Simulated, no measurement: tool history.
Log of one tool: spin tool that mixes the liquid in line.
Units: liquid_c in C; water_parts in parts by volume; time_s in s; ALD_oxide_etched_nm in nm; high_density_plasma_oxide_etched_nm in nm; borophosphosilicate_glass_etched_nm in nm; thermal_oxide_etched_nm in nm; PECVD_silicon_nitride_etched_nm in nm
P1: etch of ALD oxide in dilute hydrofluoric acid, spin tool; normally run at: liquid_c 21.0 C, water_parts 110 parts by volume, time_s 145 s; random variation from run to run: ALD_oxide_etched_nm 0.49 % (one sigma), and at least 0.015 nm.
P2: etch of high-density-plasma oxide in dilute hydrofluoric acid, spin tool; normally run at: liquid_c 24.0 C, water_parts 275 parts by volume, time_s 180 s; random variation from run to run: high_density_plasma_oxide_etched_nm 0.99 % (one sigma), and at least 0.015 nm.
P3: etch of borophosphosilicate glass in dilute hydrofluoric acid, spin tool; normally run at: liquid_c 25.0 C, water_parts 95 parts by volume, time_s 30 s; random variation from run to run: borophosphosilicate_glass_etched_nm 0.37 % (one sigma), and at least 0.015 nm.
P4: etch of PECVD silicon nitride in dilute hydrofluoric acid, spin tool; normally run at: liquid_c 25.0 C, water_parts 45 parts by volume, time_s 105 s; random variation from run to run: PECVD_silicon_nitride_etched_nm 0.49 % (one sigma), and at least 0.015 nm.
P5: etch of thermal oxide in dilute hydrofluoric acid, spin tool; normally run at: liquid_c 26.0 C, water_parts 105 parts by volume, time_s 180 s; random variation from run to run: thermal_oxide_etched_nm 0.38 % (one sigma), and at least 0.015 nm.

run   hour  process  liquid_c  water_parts  time_s  ALD_oxide_etched_nm  high_density_plasma_oxide_etched_nm  borophosphosilicate_glass_etched_nm  thermal_oxide_etched_nm  PECVD_silicon_nitride_etched_nm
  1   15.3       P1      21.0          110     145               26.551
  2   27.8       P1      26.0          110     145               32.260
  3   38.6       P2      28.0          275     180                                                   3.26730
  4   49.1       P3      25.0           95      30                                                                                        17.5860
  5   56.1       P5      26.0           70     180                                                                                                                 13.5970
  6   70.8       P1      21.0          110     145               26.384
  7   77.8       P2      24.0           45     180                                                  22.14600
  8   88.3       P2      24.0          275     180                                                   2.80480
  9  100.9       P5      20.0          105     180                                                                                                                  6.7195
 10  113.4       P1      17.0          110     240               37.058
 11  127.8       P4      21.0           45     105                                                                                                                                                   4.8700
 12  135.8       P4      25.0           45     105                                                                                                                                                   6.3746
 13  146.5       P1      21.0          110     240               44.357
 14  156.6       P1      21.0          185     145               14.487
 15  167.8       P4      25.0           45     105                                                                                                                                                   6.4001
 16  182.2       P3      25.0           95      30                                                                                        17.6370
 17  194.4       P5      26.0          105     305                                                                                                                 14.5880
 18  210.6       P3      25.0           95      15                                                                                         8.7835
 19  225.1       P1      21.0          110      75               13.652
 20  238.2       P1      21.0          110     145               26.345
 21  252.0       P4      25.0           25     105                                                                                                                                                  11.2830
 22  266.2       P3      25.0          175      30                                                                                         8.7364
 23  281.9       P1      21.0           40     145               78.909
 24  290.9       P2      24.0          275      15                                                   0.25478
 25  302.0       P1      17.0          110     145               22.600
 26  317.6       P2      24.0          275     180                                                   2.81320
 27  333.1       P4      25.0           45      45                                                                                                                                                   2.7096
 28  348.4       P1      21.0          110     145               26.512
 29  359.8       P3      17.5           95      30                                                                                        12.9520
 30  372.2       P1      21.0          110     145               26.484
 31  387.4       P5      26.0          105     180                                                                                                                  8.6309
 32  395.7       P1      21.0          110     145               26.497
 33  403.3       P1      21.0          110     145               25.859
 34  411.9       P1      21.0          110     145               25.561
 35  427.1       P1      21.0          110     145               25.425
 36  438.5       P1      21.0          110     145               25.090
 37  454.3       P1      21.0          110     145               25.108
 38  462.6       P1      21.0          110     145               24.798
 39  478.3       P1      21.0          110     145               24.863
 40  486.7       P1      21.0          110     145               24.939
 41  496.8       P1      21.0          110     145               24.715
 42  509.1       P1      21.0          110     145               24.887
 43  519.1       P1      21.0          110     145               24.730

What P1 gives has crept away from where it was. These 2 causes fit the log equally well, each at the size given:
A: liquid colder than its thermometer reads (K) = 1.71
B: hydrofluoric acid flow below the setpoint (%) = 5.99
The creep began at about hour 395.7.

4 check runs are offered, one wafer each, their results left as question marks. Which one tells the causes apart?
check 1  529.1       P2      24.0           60      45                                                         ?
check 2  529.1       P3      20.0          175      30                                                                                              ?
check 3  529.1       P5      20.5          105     260                                                                                                                       ?
check 4  529.1       P4      25.0           25     105                                                                                                                                                        ?

What each check would give under each cause:
  check                               result     if A     if B
check 1  high_density_plasma_oxide_etched_nm  3.84010  3.85400
check 2  borophosphosilicate_glass_etched_nm   6.7011   6.6655
check 3              thermal_oxide_etched_nm   9.3513   9.3606
check 4      PECVD_silicon_nitride_etched_nm  10.0220  10.6130
How far apart the two closest causes lie, in the result that separates them most: check 1 0.36 %; check 2 0.53 %; check 3 0.1 %; check 4 5.73 %
Only check 4 tells the causes apart: in the others they would give nearly the same result.

Then check 4 was run and gave: PECVD_silicon_nitride_etched_nm 10.5660 nm. Which cause is it?

It is B: hydrofluoric acid flow below the setpoint (%).
